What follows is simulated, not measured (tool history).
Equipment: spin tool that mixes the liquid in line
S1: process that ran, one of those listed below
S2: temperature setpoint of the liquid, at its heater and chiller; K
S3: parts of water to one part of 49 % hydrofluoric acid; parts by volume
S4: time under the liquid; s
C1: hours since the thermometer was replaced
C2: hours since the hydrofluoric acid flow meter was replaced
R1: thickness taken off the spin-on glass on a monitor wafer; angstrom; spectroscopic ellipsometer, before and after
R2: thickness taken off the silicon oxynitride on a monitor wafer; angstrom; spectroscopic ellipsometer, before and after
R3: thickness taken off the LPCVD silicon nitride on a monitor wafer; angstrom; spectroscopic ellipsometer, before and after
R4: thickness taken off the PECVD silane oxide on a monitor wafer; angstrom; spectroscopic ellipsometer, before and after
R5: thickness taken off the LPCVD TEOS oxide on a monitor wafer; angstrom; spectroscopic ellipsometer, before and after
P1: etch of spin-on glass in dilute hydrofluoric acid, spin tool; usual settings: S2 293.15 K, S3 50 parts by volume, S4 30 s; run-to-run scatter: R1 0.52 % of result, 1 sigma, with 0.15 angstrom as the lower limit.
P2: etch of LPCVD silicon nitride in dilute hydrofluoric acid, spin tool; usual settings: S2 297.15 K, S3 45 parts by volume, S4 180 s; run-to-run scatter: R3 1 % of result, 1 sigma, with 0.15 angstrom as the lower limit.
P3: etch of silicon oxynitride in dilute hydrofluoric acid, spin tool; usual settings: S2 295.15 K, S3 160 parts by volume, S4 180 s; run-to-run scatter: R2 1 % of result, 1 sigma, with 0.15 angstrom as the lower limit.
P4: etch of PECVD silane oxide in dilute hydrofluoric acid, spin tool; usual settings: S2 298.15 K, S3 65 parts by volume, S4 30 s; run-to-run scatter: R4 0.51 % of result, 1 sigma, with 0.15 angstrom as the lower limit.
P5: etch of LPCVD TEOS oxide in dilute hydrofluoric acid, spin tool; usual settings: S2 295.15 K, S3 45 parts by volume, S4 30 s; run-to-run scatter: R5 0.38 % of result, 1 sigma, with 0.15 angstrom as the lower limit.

| run | day | S1 | S2 | S3 | S4 | C1 | C2 | R1 | R2 | R3 | R4 | R5 |
|---|---|---|---|---|---|---|---|---|---|---|---|---|
| 1 | 0.362 | P1 | 293.15 | 50 | 30 | 1048.5 | 724.3 | 205.93 |  |  |  |  |
| 2 | 0.783 | P1 | 293.15 | 75 | 30 | 1058.6 | 734.4 | 132.26 |  |  |  |  |
| 3 | 1.133 | P3 | 295.15 | 160 | 180 | 1067.0 | 742.8 |  | 22.4610 |  |  |  |
| 4 | 1.412 | P2 | 297.15 | 45 | 180 | 1073.7 | 749.5 |  |  | 19.899 |  |  |
| 5 | 1.838 | P1 | 293.15 | 50 | 30 | 1083.9 | 759.7 | 204.88 |  |  |  |  |
| 6 | 2.162 | P2 | 292.65 | 45 | 180 | 1091.7 | 767.5 |  |  | 14.905 |  |  |
| 7 | 2.617 | P4 | 305.15 | 65 | 30 | 1102.6 | 778.4 |  |  |  | 334.51 |  |
| 8 | 2.962 | P5 | 295.15 | 75 | 30 | 1110.9 | 786.7 |  |  |  |  | 214.26 |
| 9 | 3.217 | P2 | 297.15 | 20 | 180 | 1117.0 | 792.8 |  |  | 43.267 |  |  |
| 10 | 3.442 | P1 | 290.15 | 50 | 30 | 1122.4 | 798.2 | 180.77 |  |  |  |  |
| 11 | 3.667 | P1 | 293.15 | 50 | 15 | 1127.8 | 803.6 | 103.36 |  |  |  |  |
| 12 | 3.938 | P1 | 293.15 | 50 | 50 | 1134.3 | 810.1 | 342.89 |  |  |  |  |
| 13 | 4.271 | P3 | 303.15 | 160 | 180 | 1142.3 | 818.1 |  | 32.6110 |  |  |  |
| 14 | 4.575 | P1 | 293.15 | 50 | 30 | 1149.6 | 825.4 | 207.33 |  |  |  |  |
| 15 | 4.971 | P3 | 295.15 | 80 | 180 | 1159.1 | 834.9 |  | 48.7490 |  |  |  |
| 16 | 5.200 | P1 | 293.15 | 50 | 30 | 1164.6 | 840.4 | 204.61 |  |  |  |  |
| 17 | 5.533 | P1 | 293.15 | 50 | 30 | 1172.6 | 848.4 | 205.83 |  |  |  |  |
| 18 | 5.908 | P1 | 293.15 | 20 | 30 | 1181.6 | 857.4 | 534.12 |  |  |  |  |
| 19 | 6.242 | P4 | 298.15 | 65 | 15 | 1189.6 | 865.4 |  |  |  | 127.03 |  |
| 20 | 6.588 | P1 | 301.15 | 50 | 30 | 1197.9 | 873.7 | 287.31 |  |  |  |  |
| 21 | 6.975 | P5 | 295.15 | 45 | 30 | 1207.2 | 883.0 |  |  |  |  | 368.63 |
| 22 | 7.442 | P4 | 298.15 | 65 | 30 | 1218.4 | 894.2 |  |  |  | 254.91 |  |
|  | 7.829 | thermometer replaced |
| 23 | 7.833 | P3 | 295.15 | 160 | 75 | 0.1 | 903.6 |  | 9.4488 |  |  |  |
| 24 | 8.312 | P5 | 290.15 | 45 | 30 | 11.6 | 915.1 |  |  |  |  | 299.43 |
| 25 | 8.667 | P1 | 293.15 | 20 | 45 | 20.1 | 923.6 | 800.11 |  |  |  |  |
| 26 | 9.088 | P1 | 300.15 | 25 | 30 | 30.2 | 933.7 | 566.37 |  |  |  |  |
| 27 | 9.475 | P1 | 298.65 | 50 | 50 | 39.5 | 943.0 | 431.08 |  |  |  |  |
| 28 | 9.804 | P2 | 297.15 | 45 | 285 | 47.4 | 950.9 |  |  | 32.179 |  |  |
| 29 | 10.204 | P4 | 298.15 | 105 | 30 | 57.0 | 960.5 |  |  |  | 148.78 |  |
| 30 | 10.700 | P2 | 297.15 | 45 | 180 | 68.9 | 972.4 |  |  | 20.017 |  |  |
| 31 | 11.133 | P5 | 295.15 | 45 | 60 | 79.3 | 982.8 |  |  |  |  | 740.23 |
| 32 | 11.554 | P1 | 293.15 | 50 | 30 | 89.4 | 992.9 | 207.79 |  |  |  |  |
| 33 | 11.892 | P1 | 293.15 | 50 | 30 | 97.5 | 1001.0 | 197.43 |  |  |  |  |
| 34 | 12.150 | P1 | 293.15 | 50 | 30 | 103.7 | 1007.2 | 193.24 |  |  |  |  |
| 35 | 12.450 | P1 | 293.15 | 50 | 30 | 110.9 | 1014.4 | 190.79 |  |  |  |  |
| 36 | 12.750 | P1 | 293.15 | 50 | 30 | 118.1 | 1021.6 | 188.39 |  |  |  |  |
| 37 | 13.142 | P1 | 293.15 | 50 | 30 | 127.5 | 1031.0 | 188.17 |  |  |  |  |
| 38 | 13.429 | P1 | 293.15 | 50 | 30 | 134.4 | 1037.9 | 187.97 |  |  |  |  |

Run 39 is up next; what results do you expect?
| 39 | 13.692 | P1 | 293.15 | 50 | 30 | 140.7 | 1044.2 | ? |  |  |  |  |

Run 39 came out at R1 188.20 angstrom.

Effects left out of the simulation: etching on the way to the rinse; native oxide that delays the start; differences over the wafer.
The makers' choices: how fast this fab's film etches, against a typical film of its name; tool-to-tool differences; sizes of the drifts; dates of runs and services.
